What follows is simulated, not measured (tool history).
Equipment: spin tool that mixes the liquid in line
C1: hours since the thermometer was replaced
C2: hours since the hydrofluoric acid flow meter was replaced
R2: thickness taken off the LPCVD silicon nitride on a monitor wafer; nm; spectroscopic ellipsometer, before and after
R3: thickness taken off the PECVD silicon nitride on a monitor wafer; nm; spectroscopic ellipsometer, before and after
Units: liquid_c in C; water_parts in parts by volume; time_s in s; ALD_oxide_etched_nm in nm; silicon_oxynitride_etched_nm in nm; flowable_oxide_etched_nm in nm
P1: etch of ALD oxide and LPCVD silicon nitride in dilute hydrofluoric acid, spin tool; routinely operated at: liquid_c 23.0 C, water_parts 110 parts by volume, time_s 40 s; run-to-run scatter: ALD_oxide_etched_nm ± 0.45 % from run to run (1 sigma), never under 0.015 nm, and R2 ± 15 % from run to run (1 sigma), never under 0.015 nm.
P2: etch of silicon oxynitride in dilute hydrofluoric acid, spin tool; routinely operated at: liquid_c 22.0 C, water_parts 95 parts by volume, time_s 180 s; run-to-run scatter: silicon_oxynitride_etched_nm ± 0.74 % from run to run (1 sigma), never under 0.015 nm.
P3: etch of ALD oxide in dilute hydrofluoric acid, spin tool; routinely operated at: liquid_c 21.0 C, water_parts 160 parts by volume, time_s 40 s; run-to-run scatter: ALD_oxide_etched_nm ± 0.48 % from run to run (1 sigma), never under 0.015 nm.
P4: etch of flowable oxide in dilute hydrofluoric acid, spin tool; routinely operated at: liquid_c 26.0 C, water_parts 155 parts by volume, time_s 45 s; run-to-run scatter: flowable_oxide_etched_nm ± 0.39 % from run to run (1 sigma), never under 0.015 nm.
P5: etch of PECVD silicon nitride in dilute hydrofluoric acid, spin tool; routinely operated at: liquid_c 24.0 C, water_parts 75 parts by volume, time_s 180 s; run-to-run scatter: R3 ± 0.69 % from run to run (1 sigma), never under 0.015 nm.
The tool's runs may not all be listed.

Run 1, hour 8.3: process P1, liquid_c 23.0 C, water_parts 110 parts by volume, time_s 40 s; C1 352.9; C2 1485.1. Result: ALD_oxide_etched_nm 9.1308 nm, R2 0.141840 nm.
Run 2, hour 15.0: process P5, liquid_c 24.0 C, water_parts 75 parts by volume, time_s 180 s; C1 359.6; C2 1491.8. Result: R3 4.0563 nm.
Run 3, hour 19.6: process P3, liquid_c 21.0 C, water_parts 160 parts by volume, time_s 40 s; C1 364.2; C2 1496.4. Result: ALD_oxide_etched_nm 6.1080 nm.
Run 4, hour 24.8: process P2, liquid_c 22.0 C, water_parts 95 parts by volume, time_s 180 s; C1 369.4; C2 1501.6. Result: silicon_oxynitride_etched_nm 3.08260 nm.
Run 5, hour 30.1: process P3, liquid_c 21.0 C, water_parts 160 parts by volume, time_s 15 s; C1 374.7; C2 1506.9. Result: ALD_oxide_etched_nm 2.3392 nm.
Run 6, hour 34.0: process P3, liquid_c 17.0 C, water_parts 160 parts by volume, time_s 40 s; C1 378.6; C2 1510.8. Result: ALD_oxide_etched_nm 5.1814 nm.
Run 7, hour 41.4: process P1, liquid_c 23.0 C, water_parts 110 parts by volume, time_s 40 s; C1 386.0; C2 1518.2. Result: ALD_oxide_etched_nm 9.2262 nm, R2 0.218010 nm.
Run 8, hour 45.5: process P4, liquid_c 26.0 C, water_parts 155 parts by volume, time_s 45 s; C1 390.1; C2 1522.3. Result: flowable_oxide_etched_nm 9.9484 nm.
Run 9, hour 53.2: process P2, liquid_c 22.0 C, water_parts 175 parts by volume, time_s 180 s; C1 397.8; C2 1530.0. Result: silicon_oxynitride_etched_nm 1.60250 nm.
Run 10, hour 59.0: process P5, liquid_c 24.0 C, water_parts 75 parts by volume, time_s 350 s; C1 403.6; C2 1535.8. Result: R3 7.9594 nm.
Run 11, hour 66.1: process P2, liquid_c 22.0 C, water_parts 95 parts by volume, time_s 25 s; C1 410.7; C2 1542.9. Result: silicon_oxynitride_etched_nm 0.41774 nm.
Run 12, hour 71.1: process P4, liquid_c 31.0 C, water_parts 155 parts by volume, time_s 45 s; C1 415.7; C2 1547.9. Result: flowable_oxide_etched_nm 12.0330 nm.
Run 13, hour 77.6: process P1, liquid_c 23.0 C, water_parts 110 parts by volume, time_s 40 s; C1 422.2; C2 1554.4. Result: ALD_oxide_etched_nm 9.1527 nm, R2 0.190600 nm.
Run 14, hour 82.2: process P1, liquid_c 17.5 C, water_parts 110 parts by volume, time_s 40 s; C1 426.8; C2 1559.0. Result: ALD_oxide_etched_nm 7.3769 nm, R2 0.145960 nm.
Run 15, hour 87.6: process P5, liquid_c 24.0 C, water_parts 140 parts by volume, time_s 180 s; C1 432.2; C2 1564.4. Result: R3 2.2159 nm.
Run 16, hour 92.5: process P1, liquid_c 17.0 C, water_parts 55 parts by volume, time_s 40 s; C1 437.1; C2 1569.3. Result: ALD_oxide_etched_nm 15.2250 nm, R2 0.153900 nm.
Run 17, hour 97.6: process P2, liquid_c 17.0 C, water_parts 95 parts by volume, time_s 180 s; C1 442.2; C2 1574.4. Result: silicon_oxynitride_etched_nm 2.41900 nm.
Run 18, hour 103.7: process P5, liquid_c 19.0 C, water_parts 75 parts by volume, time_s 180 s; C1 448.3; C2 1580.5. Result: R3 2.9535 nm.
Run 19, hour 110.7: process P2, liquid_c 22.0 C, water_parts 95 parts by volume, time_s 180 s; C1 455.3; C2 1587.5. Result: silicon_oxynitride_etched_nm 3.11560 nm.
Run 20, hour 114.4: process P4, liquid_c 26.0 C, water_parts 70 parts by volume, time_s 45 s; C1 459.0; C2 1591.2. Result: flowable_oxide_etched_nm 24.5420 nm.
Run 21, hour 121.6: process P4, liquid_c 26.0 C, water_parts 155 parts by volume, time_s 20 s; C1 466.2; C2 1598.4. Result: flowable_oxide_etched_nm 4.4235 nm.
Run 22, hour 126.5: process P1, liquid_c 23.0 C, water_parts 190 parts by volume, time_s 40 s; C1 471.1; C2 1603.3. Result: ALD_oxide_etched_nm 4.8676 nm, R2 0.085735 nm.
Run 23, hour 131.5: process P3, liquid_c 21.0 C, water_parts 160 parts by volume, time_s 40 s; C1 476.1; C2 1608.3. Result: ALD_oxide_etched_nm 6.1024 nm.
Run 24, hour 136.9: process P1, liquid_c 23.0 C, water_parts 110 parts by volume, time_s 40 s; C1 481.5; C2 1613.7. Result: ALD_oxide_etched_nm 9.2844 nm, R2 0.124020 nm.

Predict the results of run 25:
Run 25, hour 145.3: process P1, liquid_c 23.0 C, water_parts 110 parts by volume, time_s 40 s; C1 489.9; C2 1622.1. Result: ALD_oxide_etched_nm ?, R2 ?.

{"run 25": {"ALD_oxide_etched_nm": 9.2099, "R2": 0.12768}}

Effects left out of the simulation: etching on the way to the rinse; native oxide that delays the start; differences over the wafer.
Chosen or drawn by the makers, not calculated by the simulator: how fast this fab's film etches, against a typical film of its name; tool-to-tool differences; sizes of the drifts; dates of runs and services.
